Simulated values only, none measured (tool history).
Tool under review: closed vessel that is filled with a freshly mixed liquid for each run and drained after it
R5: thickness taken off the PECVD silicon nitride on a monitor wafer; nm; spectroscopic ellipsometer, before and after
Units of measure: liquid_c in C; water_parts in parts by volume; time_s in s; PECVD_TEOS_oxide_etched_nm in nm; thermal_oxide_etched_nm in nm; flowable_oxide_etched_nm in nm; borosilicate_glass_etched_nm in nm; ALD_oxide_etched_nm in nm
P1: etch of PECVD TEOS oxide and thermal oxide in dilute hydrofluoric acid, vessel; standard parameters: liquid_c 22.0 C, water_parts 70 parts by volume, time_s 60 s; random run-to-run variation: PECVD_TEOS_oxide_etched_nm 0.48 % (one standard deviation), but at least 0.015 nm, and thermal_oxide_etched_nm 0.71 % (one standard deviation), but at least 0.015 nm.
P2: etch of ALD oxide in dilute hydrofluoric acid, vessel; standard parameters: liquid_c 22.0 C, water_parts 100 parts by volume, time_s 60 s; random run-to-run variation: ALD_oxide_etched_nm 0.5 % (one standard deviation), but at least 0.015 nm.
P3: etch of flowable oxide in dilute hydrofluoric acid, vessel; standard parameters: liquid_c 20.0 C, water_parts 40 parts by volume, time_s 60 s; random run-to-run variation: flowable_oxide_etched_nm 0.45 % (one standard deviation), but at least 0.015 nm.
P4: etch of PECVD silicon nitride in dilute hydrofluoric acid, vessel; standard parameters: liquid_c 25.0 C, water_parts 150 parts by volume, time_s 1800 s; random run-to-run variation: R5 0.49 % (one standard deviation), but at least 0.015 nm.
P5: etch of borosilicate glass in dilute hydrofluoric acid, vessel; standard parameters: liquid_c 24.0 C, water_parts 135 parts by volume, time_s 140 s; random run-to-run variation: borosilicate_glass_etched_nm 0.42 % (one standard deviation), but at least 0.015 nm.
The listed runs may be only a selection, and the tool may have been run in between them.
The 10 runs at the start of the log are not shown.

Run 11, hour 158.4: process P4, liquid_c 25.0 C, water_parts 65 parts by volume, time_s 1800 s. Result: R5 49.761 nm.
Run 12, hour 166.8: process P1, liquid_c 22.0 C, water_parts 70 parts by volume, time_s 60 s. Result: PECVD_TEOS_oxide_etched_nm 19.8800 nm, thermal_oxide_etched_nm 3.8705 nm.
Run 13, hour 179.1: process P1, liquid_c 22.0 C, water_parts 100 parts by volume, time_s 30 s. Result: PECVD_TEOS_oxide_etched_nm 6.6387 nm, thermal_oxide_etched_nm 1.3059 nm.
Run 14, hour 188.5: process P2, liquid_c 22.0 C, water_parts 100 parts by volume, time_s 90 s. Result: ALD_oxide_etched_nm 25.3500 nm.
Run 15, hour 201.0: process P2, liquid_c 22.0 C, water_parts 165 parts by volume, time_s 60 s. Result: ALD_oxide_etched_nm 9.3637 nm.
Run 16, hour 211.6: process P1, liquid_c 22.0 C, water_parts 70 parts by volume, time_s 60 s. Result: PECVD_TEOS_oxide_etched_nm 19.6860 nm, thermal_oxide_etched_nm 3.7968 nm.
Run 17, hour 222.7: process P2, liquid_c 22.0 C, water_parts 100 parts by volume, time_s 60 s. Result: ALD_oxide_etched_nm 16.7390 nm.
Run 18, hour 238.9: process P1, liquid_c 22.0 C, water_parts 70 parts by volume, time_s 90 s. Result: PECVD_TEOS_oxide_etched_nm 29.8180 nm, thermal_oxide_etched_nm 5.6634 nm.
Run 19, hour 250.0: process P1, liquid_c 22.0 C, water_parts 20 parts by volume, time_s 60 s. Result: PECVD_TEOS_oxide_etched_nm 74.1530 nm, thermal_oxide_etched_nm 14.2300 nm.
Run 20, hour 266.0: process P3, liquid_c 20.0 C, water_parts 40 parts by volume, time_s 30 s. Result: flowable_oxide_etched_nm 16.949 nm.
Run 21, hour 276.1: process P1, liquid_c 22.0 C, water_parts 70 parts by volume, time_s 30 s. Result: PECVD_TEOS_oxide_etched_nm 9.9730 nm, thermal_oxide_etched_nm 1.9338 nm.
Run 22, hour 289.5: process P2, liquid_c 17.0 C, water_parts 100 parts by volume, time_s 60 s. Result: ALD_oxide_etched_nm 13.6470 nm.
Run 23, hour 308.5: process P4, liquid_c 33.0 C, water_parts 150 parts by volume, time_s 1800 s. Result: R5 35.865 nm.
Run 24, hour 320.4: process P1, liquid_c 22.0 C, water_parts 125 parts by volume, time_s 60 s. Result: PECVD_TEOS_oxide_etched_nm 10.3760 nm, thermal_oxide_etched_nm 1.9889 nm.
Run 25, hour 329.3: process P1, liquid_c 22.0 C, water_parts 70 parts by volume, time_s 60 s. Result: PECVD_TEOS_oxide_etched_nm 19.7620 nm, thermal_oxide_etched_nm 3.8362 nm.
Run 26, hour 341.9: process P5, liquid_c 17.0 C, water_parts 135 parts by volume, time_s 140 s. Result: borosilicate_glass_etched_nm 23.328 nm.
Run 27, hour 355.9: process P1, liquid_c 26.5 C, water_parts 70 parts by volume, time_s 60 s. Result: PECVD_TEOS_oxide_etched_nm 23.9180 nm, thermal_oxide_etched_nm 4.6462 nm.
Run 28, hour 368.5: process P4, liquid_c 25.0 C, water_parts 150 parts by volume, time_s 2665 s. Result: R5 32.373 nm.
Run 29, hour 382.9: process P5, liquid_c 24.0 C, water_parts 135 parts by volume, time_s 270 s. Result: borosilicate_glass_etched_nm 59.871 nm.
Run 30, hour 392.8: process P4, liquid_c 25.0 C, water_parts 150 parts by volume, time_s 1800 s. Result: R5 21.683 nm.

Run 31 is up next; what results do you expect?
Run 31, hour 401.0: process P1, liquid_c 22.0 C, water_parts 70 parts by volume, time_s 60 s. Result: PECVD_TEOS_oxide_etched_nm ?, thermal_oxide_etched_nm ?.

Logged for run 31: PECVD_TEOS_oxide_etched_nm 19.5830 nm, thermal_oxide_etched_nm 3.7863 nm.

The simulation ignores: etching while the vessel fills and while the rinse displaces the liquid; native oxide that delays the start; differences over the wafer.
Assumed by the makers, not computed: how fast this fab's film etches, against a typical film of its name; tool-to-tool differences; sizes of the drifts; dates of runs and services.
